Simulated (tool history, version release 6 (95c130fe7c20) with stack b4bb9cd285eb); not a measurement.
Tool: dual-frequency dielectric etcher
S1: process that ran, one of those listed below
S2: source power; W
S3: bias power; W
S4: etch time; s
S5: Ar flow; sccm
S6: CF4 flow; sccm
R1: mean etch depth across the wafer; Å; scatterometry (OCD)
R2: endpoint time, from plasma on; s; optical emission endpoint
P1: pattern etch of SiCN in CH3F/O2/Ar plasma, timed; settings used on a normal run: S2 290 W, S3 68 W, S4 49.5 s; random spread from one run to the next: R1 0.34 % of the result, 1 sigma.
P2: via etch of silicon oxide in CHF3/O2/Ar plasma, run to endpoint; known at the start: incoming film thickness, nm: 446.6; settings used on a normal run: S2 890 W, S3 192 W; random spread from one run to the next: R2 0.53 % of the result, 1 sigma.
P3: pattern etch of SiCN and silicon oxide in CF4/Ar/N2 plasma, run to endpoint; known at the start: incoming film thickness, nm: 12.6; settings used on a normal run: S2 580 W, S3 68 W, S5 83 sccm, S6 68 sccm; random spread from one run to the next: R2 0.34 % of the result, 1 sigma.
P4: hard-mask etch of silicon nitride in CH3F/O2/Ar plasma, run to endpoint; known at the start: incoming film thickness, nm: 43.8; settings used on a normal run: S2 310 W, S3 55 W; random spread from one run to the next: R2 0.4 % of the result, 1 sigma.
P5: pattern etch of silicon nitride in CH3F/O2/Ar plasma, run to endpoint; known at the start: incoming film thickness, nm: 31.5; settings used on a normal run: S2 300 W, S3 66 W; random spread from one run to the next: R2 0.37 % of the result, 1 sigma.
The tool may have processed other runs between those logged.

{"run": 1, "hour": 6.1, "S1": "P1", "S2": 290, "S3": 68, "S4": 49.5, "R1": 157.93}
{"run": 2, "hour": 18.5, "S1": "P5", "S2": 190, "S3": 66, "R2": 61.849}
{"run": 3, "hour": 28.1, "S1": "P3", "S2": 580, "S3": 68, "S5": 109, "S6": 68, "R2": 11.94}
{"run": 4, "hour": 38.1, "S1": "P3", "S2": 580, "S3": 68, "S5": 83, "S6": 68, "R2": 11.491}
{"run": 5, "hour": 50.4, "S1": "P1", "S2": 350, "S3": 57, "S4": 49.5, "R1": 160.0}
{"run": 6, "hour": 56.6, "S1": "P1", "S2": 290, "S3": 68, "S4": 49.5, "R1": 158.44}
{"run": 7, "hour": 62.6, "S1": "P1", "S2": 360, "S3": 68, "S4": 49.5, "R1": 171.97}
{"run": 8, "hour": 71.2, "S1": "P1", "S2": 290, "S3": 68, "S4": 49.5, "R1": 159.03}
{"run": 9, "hour": 81.8, "S1": "P2", "S2": 890, "S3": 192, "R2": 193.75}
{"run": 10, "hour": 89.4, "S1": "P1", "S2": 290, "S3": 82, "S4": 49.5, "R1": 168.69}
{"run": 11, "hour": 96.4, "S1": "P1", "S2": 290, "S3": 68, "S4": 49.5, "R1": 158.49}
{"run": 12, "hour": 108.5, "S1": "P1", "S2": 290, "S3": 68, "S4": 49.5, "R1": 158.8}
{"run": 13, "hour": 118.0, "S1": "P1", "S2": 290, "S3": 68, "S4": 37.5, "R1": 120.7}
{"run": 14, "hour": 124.5, "S1": "P5", "S2": 300, "S3": 48, "R2": 57.761}
{"run": 15, "hour": 135.6, "S1": "P3", "S2": 580, "S3": 92, "S5": 83, "S6": 68, "R2": 10.338}
{"run": 16, "hour": 144.2, "S1": "P1", "S2": 350, "S3": 68, "S4": 70.0, "R1": 239.52}
{"run": 17, "hour": 155.6, "S1": "P4", "S2": 310, "S3": 55, "R2": 74.636}
{"run": 18, "hour": 165.0, "S1": "P1", "S2": 220, "S3": 68, "S4": 49.5, "R1": 142.67}
{"run": 19, "hour": 174.8, "S1": "P3", "S2": 580, "S3": 68, "S5": 83, "S6": 68, "R2": 11.495}
{"run": 20, "hour": 180.7, "S1": "P5", "S2": 300, "S3": 66, "R2": 52.128}
{"run": 21, "hour": 189.9, "S1": "P1", "S2": 290, "S3": 68, "S4": 74.5, "R1": 237.4}
{"run": 22, "hour": 201.3, "S1": "P1", "S2": 290, "S3": 68, "S4": 49.5, "R1": 159.15}
{"run": 23, "hour": 209.7, "S1": "P3", "S2": 690, "S3": 68, "S5": 83, "S6": 68, "R2": 9.7933}
{"run": 24, "hour": 220.3, "S1": "P4", "S2": 310, "S3": 55, "R2": 74.083}
{"run": 25, "hour": 231.2, "S1": "P2", "S2": 530, "S3": 192, "R2": 232.11}
{"run": 26, "hour": 241.2, "S1": "P1", "S2": 290, "S3": 68, "S4": 49.5, "R1": 158.51}
{"run": 27, "hour": 250.4, "S1": "P4", "S2": 310, "S3": 73, "R2": 67.772}
{"run": 28, "hour": 262.6, "S1": "P4", "S2": 230, "S3": 55, "R2": 84.015}
{"hour": 263.3, "done": "source power generator calibrated"}
{"run": 29, "hour": 268.4, "S1": "P1", "S2": 290, "S3": 53, "S4": 49.5, "R1": 144.78}
{"run": 30, "hour": 276.4, "S1": "P5", "S2": 300, "S3": 66, "R2": 52.307}
{"run": 31, "hour": 287.9, "S1": "P1", "S2": 230, "S3": 88, "S4": 49.5, "R1": 160.83}
{"run": 32, "hour": 297.5, "S1": "P2", "S2": 890, "S3": 139, "R2": 212.7}
{"run": 33, "hour": 308.7, "S1": "P3", "S2": 580, "S3": 68, "S5": 83, "S6": 82, "R2": 11.268}
{"run": 34, "hour": 316.5, "S1": "P1", "S2": 290, "S3": 68, "S4": 49.5, "R1": 158.7}
{"run": 35, "hour": 326.1, "S1": "P1", "S2": 290, "S3": 68, "S4": 49.5, "R1": 159.52}
{"run": 36, "hour": 331.9, "S1": "P1", "S2": 290, "S3": 68, "S4": 49.5, "R1": 160.14}
{"run": 37, "hour": 338.5, "S1": "P1", "S2": 290, "S3": 68, "S4": 49.5, "R1": 161.11}
{"run": 38, "hour": 350.6, "S1": "P1", "S2": 290, "S3": 68, "S4": 49.5, "R1": 160.41}
{"hour": 353.2, "done": "wet clean of the chamber"}
{"run": 39, "hour": 356.9, "S1": "P1", "S2": 290, "S3": 68, "S4": 49.5, "R1": 161.65}
{"run": 40, "hour": 368.4, "S1": "P1", "S2": 290, "S3": 68, "S4": 49.5, "R1": 160.19}
{"run": 41, "hour": 379.3, "S1": "P1", "S2": 290, "S3": 68, "S4": 49.5, "R1": 161.75}
{"run": 42, "hour": 385.8, "S1": "P1", "S2": 290, "S3": 68, "S4": 49.5, "R1": 160.66}
{"run": 43, "hour": 392.7, "S1": "P1", "S2": 290, "S3": 68, "S4": 49.5, "R1": 161.0}

What P1 gives has crept away from where it was. These 2 causes fit the log equally well, each at the size given:
A: bias power that arrives over what is set, % = 4.86
B: source power that arrives over what is set, % = 4.65
At approximately hour 316.5, the process output began to creep.
What rules out each remaining cause:
chamber walls in a state that raises the etch rate, %: serviced at hour 353.2, after the change had begun; the process did not return to its earlier output

Of the 4 check runs listed below, each run on one wafer and each result written as a question mark, which would let you distinguish the listed causes because they would give clearly different results?
{"run": "check 1", "hour": 399.6, "S1": "P5", "S2": 300, "S3": 66, "R2": "?"}
{"run": "check 2", "hour": 399.6, "S1": "P4", "S2": 310, "S3": 55, "R2": "?"}
{"run": "check 3", "hour": 399.6, "S1": "P2", "S2": 890, "S3": 192, "R2": "?"}
{"run": "check 4", "hour": 399.6, "S1": "P3", "S2": 580, "S3": 68, "S5": 83, "S6": 68, "R2": "?"}

Expected result of each check under each candidate cause:
check=check_1 result=R2 if_A=51.4130 if_B=51.3700
check=check_2 result=R2 if_A=73.4850 if_B=73.3540
check=check_3 result=R2 if_A=188.1600 if_B=187.8500
check=check_4 result=R2 if_A=11.3000 if_B=11.0190
Separation of the two closest causes in each check, using whichever result separates them best: check 1 0.08 %; check 2 0.18 %; check 3 0.17 %; check 4 2.52 %
Check 4 tells the causes apart: in the others they would give nearly the same result.

Check 4 was carried out, with these results: R2 11.3470 s. Which of the listed causes is responsible?

Of the candidate causes, it is A: bias power that arrives over what is set, %.

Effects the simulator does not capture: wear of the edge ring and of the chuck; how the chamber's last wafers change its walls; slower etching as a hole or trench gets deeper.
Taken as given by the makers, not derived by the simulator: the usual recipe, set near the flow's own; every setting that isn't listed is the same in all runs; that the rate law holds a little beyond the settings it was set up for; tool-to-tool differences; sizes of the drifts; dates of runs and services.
